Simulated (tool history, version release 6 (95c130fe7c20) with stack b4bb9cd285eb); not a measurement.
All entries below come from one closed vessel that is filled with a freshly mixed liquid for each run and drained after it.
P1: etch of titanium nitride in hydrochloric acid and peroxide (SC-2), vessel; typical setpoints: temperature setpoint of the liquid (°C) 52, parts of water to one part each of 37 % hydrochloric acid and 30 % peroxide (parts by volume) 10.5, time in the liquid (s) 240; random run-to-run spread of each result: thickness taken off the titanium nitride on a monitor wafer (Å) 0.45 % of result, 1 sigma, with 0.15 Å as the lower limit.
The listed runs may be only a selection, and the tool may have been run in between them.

run   hour  temperature setpoint of the liquid (°C)  parts of water to one part each of 37 % hydrochloric acid and 30 % peroxide (parts by volume)  time in the liquid (s)  thickness taken off the titanium nitride on a monitor wafer (Å)
  1   10.2                                       52                                                                                           10.5                     240                                                           76.421
  2   24.5                                       61                                                                                           10.5                     240                                                           135.59
  3   34.2                                       44                                                                                           10.5                      35                                                           6.4339
  4   44.3                                       52                                                                                           10.5                     240                                                           76.131
  5   53.7                                       52                                                                                              4                     240                                                           158.45
  6   61.6                                       52                                                                                           10.5                      45                                                           14.303
  7   75.5                                       52                                                                                           10.5                     240                                                           76.076
  8   83.9                                       52                                                                                           10.5                     450                                                           142.67
  9   98.9                                       52                                                                                           10.5                     240                                                           76.432
 10  108.2                                       52                                                                                             18                     240                                                           47.431
 11  117.4                                       52                                                                                           10.5                     240                                                           76.832
 12  133.1                                       52                                                                                            7.5                     410                                                           169.61
 13  145.5                                     35.5                                                                                           10.5                     240                                                           24.564
 14  158.1                                       37                                                                                           10.5                     400                                                           45.191
 15  171.3                                       52                                                                                           10.5                     240                                                           76.091
 16  179.4                                       52                                                                                           10.5                     240                                                           74.577
 17  192.6                                       52                                                                                           10.5                     240                                                           73.037
 18  204.1                                       52                                                                                           10.5                     240                                                           71.148
 19  218.3                                       52                                                                                           10.5                     240                                                           70.451
 20  228.1                                       52                                                                                           10.5                     240                                                           69.203
 21  236.8                                       52                                                                                           10.5                     240                                                            69.02
 22  247.7                                       52                                                                                           10.5                     240                                                           69.022
       254  -- new drum of peroxide connected
 23  257.4                                       52                                                                                           10.5                     240                                                           69.487
 24  270.6                                       52                                                                                           10.5                     240                                                           68.952
 25  285.5                                       52                                                                                           10.5                     240                                                           69.161
 26    293                                       52                                                                                           10.5                     240                                                           69.064

The log shows P1 creeping away from where it was. Any of the 2 causes listed here, at the size stated for it, fits the log just as well as the others:
A: chemicals flow below the setpoint (%) = 10.8
B: liquid colder than its thermometer reads (K) = 1.47
The gradual shift began around hour 171.3.
Why every other cause is out:
peroxide weaker than its label (%): serviced at hour 254, which brought nothing back

Of the 4 check runs below, each run on 3 wafers with the results averaged and each result still a question mark, which one would tell the listed causes apart?
check 1  300.5                                       52                                                                                             18                     240                                                                ?
check 2  300.5                                       36                                                                                           17.5                     240                                                                ?
check 3  300.5                                       45                                                                                            4.5                     240                                                                ?
check 4  300.5                                       52                                                                                           10.5                     340                                                                ?

What each check would give under each cause:
  check                                                           result    if A    if B
check 1  thickness taken off the titanium nitride on a monitor wafer (Å)  42.857  43.122
check 2  thickness taken off the titanium nitride on a monitor wafer (Å)  14.515   14.45
check 3  thickness taken off the titanium nitride on a monitor wafer (Å)  84.229  82.473
check 4  thickness taken off the titanium nitride on a monitor wafer (Å)  97.783  97.743
Smallest distance between any two causes, each pair judged by its most separating result, in per cent: check 1 0.62 %; check 2 0.44 %; check 3 2.11 %; check 4 0.04 %
Only check 3 tells the causes apart: in the others they would give nearly the same result.

Check 3 was carried out, with these results: thickness taken off the titanium nitride on a monitor wafer (Å) 82.641. Which of the listed causes is responsible?

B is the cause: liquid colder than its thermometer reads (K).
